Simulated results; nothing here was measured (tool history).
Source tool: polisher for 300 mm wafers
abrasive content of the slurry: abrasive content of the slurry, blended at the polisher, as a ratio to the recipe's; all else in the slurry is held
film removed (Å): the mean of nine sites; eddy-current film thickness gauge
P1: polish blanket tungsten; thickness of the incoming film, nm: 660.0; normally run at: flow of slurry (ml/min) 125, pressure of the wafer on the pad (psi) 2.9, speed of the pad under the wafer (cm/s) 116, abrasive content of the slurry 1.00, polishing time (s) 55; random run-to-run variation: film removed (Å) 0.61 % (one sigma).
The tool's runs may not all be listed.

| run | day | flow of slurry (ml/min) | pressure of the wafer on the pad (psi) | speed of the pad under the wafer (cm/s) | abrasive content of the slurry | polishing time (s) | wafers polished on this pad | hours since the slurry nozzle was cleaned | hours since the head pressure was calibrated | hours since the slurry blender was calibrated | hours since the slurry got fresh peroxide | film removed (Å) |
|---|---|---|---|---|---|---|---|---|---|---|---|---|
| 1 | 0.500 | 125 | 2.9 | 116 | 1.00 | 55 | 306 | 350.6 | 165.7 | 110.8 | 69.6 | 2576.6 |
| 2 | 0.988 | 125 | 2.9 | 116 | 0.60 | 55 | 381 | 362.3 | 177.4 | 122.5 | 81.3 | 2329.4 |
| 3 | 1.550 | 125 | 2.9 | 116 | 1.00 | 55 | 468 | 375.8 | 190.9 | 136.0 | 94.8 | 2639.4 |
| 4 | 2.183 | 125 | 2.9 | 116 | 1.00 | 55 | 567 | 391.0 | 206.1 | 151.2 | 110.0 | 2602.6 |
| 5 | 2.504 | 125 | 2.9 | 116 | 1.00 | 55 | 616 | 398.7 | 213.8 | 158.9 | 117.7 | 2608.5 |
| 6 | 2.796 | 125 | 2.9 | 116 | 1.00 | 55 | 661 | 405.7 | 220.8 | 165.9 | 124.7 | 2602.9 |
| 7 | 3.271 | 125 | 2.9 | 116 | 1.00 | 36 | 735 | 417.1 | 232.2 | 177.3 | 136.1 | 1727.0 |
| 8 | 3.662 | 125 | 2.9 | 166 | 1.00 | 55 | 796 | 426.5 | 241.6 | 186.7 | 145.5 | 3728.7 |
| 9 | 4.150 | 125 | 2.9 | 116 | 1.00 | 55 | 871 | 438.2 | 253.3 | 198.4 | 157.2 | 2630.0 |
|  | 4.567 | slurry tank refilled with fresh slurry and peroxide |
| 10 | 4.612 | 125 | 2.9 | 54 | 1.00 | 55 | 943 | 449.3 | 264.4 | 209.5 | 1.1 | 1218.3 |
| 11 | 5.125 | 125 | 2.9 | 116 | 1.00 | 79 | 1022 | 461.6 | 276.7 | 221.8 | 13.4 | 3746.2 |
| 12 | 5.496 | 125 | 2.9 | 116 | 1.45 | 80 | 1080 | 470.5 | 285.6 | 230.7 | 22.3 | 4143.6 |
| 13 | 5.862 | 180 | 2.9 | 116 | 1.00 | 55 | 1137 | 479.3 | 294.4 | 239.5 | 31.1 | 2766.4 |
| 14 | 6.371 | 125 | 4.2 | 116 | 1.00 | 55 | 1215 | 491.5 | 306.6 | 251.7 | 43.3 | 3777.9 |
| 15 | 6.708 | 75 | 2.9 | 116 | 1.00 | 55 | 1268 | 499.6 | 314.7 | 259.8 | 51.4 | 2274.5 |
| 16 | 7.175 | 125 | 1.3 | 116 | 1.00 | 55 | 1340 | 510.8 | 325.9 | 271.0 | 62.6 | 1166.2 |
| 17 | 7.700 | 125 | 2.9 | 116 | 1.50 | 55 | 1421 | 523.4 | 338.5 | 283.6 | 75.2 | 2862.3 |
| 18 | 8.300 | 125 | 2.9 | 116 | 1.00 | 55 | 1514 | 537.8 | 352.9 | 298.0 | 89.6 | 2595.3 |
| 19 | 8.650 | 125 | 2.9 | 116 | 1.00 | 55 | 1569 | 546.2 | 361.3 | 306.4 | 98.0 | 2571.2 |
| 20 | 9.117 | 125 | 2.9 | 116 | 1.00 | 55 | 1641 | 557.4 | 372.5 | 317.6 | 109.2 | 2516.7 |
| 21 | 9.533 | 125 | 2.9 | 116 | 1.00 | 55 | 1705 | 567.4 | 382.5 | 327.6 | 119.2 | 2511.7 |
| 22 | 10.179 | 125 | 2.9 | 116 | 1.00 | 55 | 1806 | 582.9 | 398.0 | 343.1 | 134.7 | 2456.4 |
|  | 10.421 | worn pad replaced by a new one |
| 23 | 10.625 | 125 | 2.9 | 116 | 1.00 | 55 | 32 | 593.6 | 408.7 | 353.8 | 145.4 | 2463.5 |
|  | 11.017 | slurry blender recalibrated |
|  | 11.054 | slurry tank refilled with fresh slurry and peroxide |
| 24 | 11.258 | 125 | 2.9 | 116 | 1.00 | 55 | 130 | 608.8 | 423.9 | 5.9 | 4.9 | 2426.6 |
| 25 | 11.738 | 125 | 2.9 | 116 | 1.00 | 55 | 204 | 620.3 | 435.4 | 17.4 | 16.4 | 2431.4 |
| 26 | 12.233 | 125 | 2.9 | 116 | 1.00 | 55 | 281 | 632.2 | 447.3 | 29.3 | 28.3 | 2436.9 |

What will run 27 give?
| 27 | 12.650 | 125 | 2.9 | 116 | 1.00 | 55 | 346 | 642.2 | 457.3 | 39.3 | 38.3 | ? |

film removed (Å): 2427.9
